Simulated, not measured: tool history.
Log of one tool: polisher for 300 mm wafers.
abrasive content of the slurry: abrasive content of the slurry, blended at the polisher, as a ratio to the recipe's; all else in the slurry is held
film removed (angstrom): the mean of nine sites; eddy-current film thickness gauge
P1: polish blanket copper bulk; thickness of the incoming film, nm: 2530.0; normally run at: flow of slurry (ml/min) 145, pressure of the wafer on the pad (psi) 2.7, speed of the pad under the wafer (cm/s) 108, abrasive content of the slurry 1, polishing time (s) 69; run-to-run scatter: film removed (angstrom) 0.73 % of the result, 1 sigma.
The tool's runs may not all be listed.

run	day	flow of slurry (ml/min)	pressure of the wafer on the pad (psi)	speed of the pad under the wafer (cm/s)	abrasive content of the slurry	polishing time (s)	wafers polished on this pad	hours since the slurry nozzle was cleaned	hours since the head pressure was calibrated	hours since the slurry blender was calibrated	film removed (angstrom)
1	0.392	145	2.7	108	1	69	935	134.7	280.3	86.7	7191.2
2	0.738	95	2.7	108	1	69	1006	143	288.6	95	6560.6
# day 0.846: slurry nozzle cleaned
3	0.992	145	4.2	108	1	69	1059	3.6	294.7	101.1	11132
4	1.296	145	2.7	108	1	69	1122	10.9	302	108.4	7142.5
5	1.729	145	2.7	108	1	95	1211	21.3	312.4	118.8	9817.3
6	1.958	145	2.7	108	0.6	69	1259	26.8	317.9	124.3	6442.5
7	2.396	145	1.6	108	0.55	69	1349	37.3	328.4	134.8	3703.1
8	2.662	145	2.7	48	1	69	1404	43.7	334.8	141.2	3194.7
9	2.938	145	1.5	108	1	69	1461	50.3	341.4	147.8	3965.3
10	3.142	145	2.7	108	1	69	1503	55.2	346.3	152.7	7177.9
# day 3.225: slurry blender recalibrated
11	3.583	145	2.7	108	1	69	1595	65.8	356.9	8.7	7051.1
12	3.983	180	2.7	72	1	69	1677	75.4	366.5	18.3	4904.9
13	4.388	190	2.7	108	1	69	1761	85.1	376.2	28	7495
14	4.692	145	2.7	108	1.25	69	1824	92.4	383.5	35.3	7538.1
15	5.05	145	2.7	166	1	69	1898	101	392.1	43.9	11019
16	5.408	145	2.7	108	1	44	1972	109.6	400.7	52.5	4515.6
17	5.854	145	2.7	108	1	69	2064	120.3	411.4	63.2	7178.1

The next listed run, before its measurement:
18	6.212	145	2.7	108	1	69	2138	128.9	420	71.8	?

film removed (angstrom): 6831.6
